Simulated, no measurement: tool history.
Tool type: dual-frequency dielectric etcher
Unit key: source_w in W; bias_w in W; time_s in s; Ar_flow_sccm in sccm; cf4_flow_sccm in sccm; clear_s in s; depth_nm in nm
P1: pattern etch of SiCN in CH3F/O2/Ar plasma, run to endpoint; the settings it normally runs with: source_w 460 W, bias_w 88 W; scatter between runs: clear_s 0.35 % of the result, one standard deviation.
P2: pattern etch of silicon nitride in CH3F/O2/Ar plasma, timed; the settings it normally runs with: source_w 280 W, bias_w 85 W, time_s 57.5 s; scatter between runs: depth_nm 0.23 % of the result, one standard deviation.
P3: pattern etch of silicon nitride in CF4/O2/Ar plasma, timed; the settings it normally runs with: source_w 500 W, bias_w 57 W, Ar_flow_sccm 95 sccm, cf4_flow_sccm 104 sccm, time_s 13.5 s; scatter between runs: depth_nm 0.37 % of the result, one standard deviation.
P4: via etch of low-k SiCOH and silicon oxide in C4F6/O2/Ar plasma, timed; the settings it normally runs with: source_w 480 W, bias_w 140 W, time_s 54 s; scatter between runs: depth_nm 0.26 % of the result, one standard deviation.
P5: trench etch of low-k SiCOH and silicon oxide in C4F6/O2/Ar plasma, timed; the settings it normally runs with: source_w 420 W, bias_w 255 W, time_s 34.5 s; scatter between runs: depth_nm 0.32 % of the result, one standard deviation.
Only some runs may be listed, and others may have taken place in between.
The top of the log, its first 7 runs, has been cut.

run   hour  process  source_w  bias_w  time_s  Ar_flow_sccm  cf4_flow_sccm  hours since the last wet clean  hours since the last source power generator calibration  hours since the last bias power generator calibration  clear_s  depth_nm
  8   64.7       P1       460      67                                                                335.1                                                     3308                                                  832.2   35.068
  9   74.4       P1       460     116                                                                344.8                                                   3317.7                                                  841.9   28.691
 10   80.8       P2       210      85    57.5                                                        351.2                                                   3324.1                                                  848.3             33.626
 11   92.4       P4       480     140      42                                                        362.8                                                   3335.7                                                  859.9                100
 12   99.8       P3       500      57    13.5            95             72                           370.2                                                   3343.1                                                  867.3             24.985
 13  108.3       P3       500      57    13.5            95            104                           378.7                                                   3351.6                                                  875.8             26.266
 14  117.4       P5       420     197    34.5                                                        387.8                                                   3360.7                                                  884.9             114.83
 15  127.3       P1       350      88                                                                397.7                                                   3370.6                                                  894.8   35.278
 16    136       P2       280     111    57.5                                                        406.4                                                   3379.3                                                  903.5             41.284
 17  141.8       P3       500      70    13.5            95            104                           412.2                                                   3385.1                                                  909.3              28.26
 18  151.5       P1       460      88                                                                421.9                                                   3394.8                                                    919   31.741
 19  157.4       P5       420     255      19                                                        427.8                                                   3400.7                                                  924.9             68.589
     158.7  -- source power generator calibrated
 20  166.2       P4       480     140      54                                                        436.6                                                      7.5                                                  933.7             128.78
 21  173.1       P5       250     255    34.5                                                        443.5                                                     14.4                                                  940.6             102.61
 22    179       P1       630      62                                                                449.4                                                     20.3                                                  946.5   31.996

Run 23 is up next; what results do you expect?
 23  190.8       P1       460      88                                                                461.2                                                     32.1                                                  958.3        ?

clear_s: 31.709 s
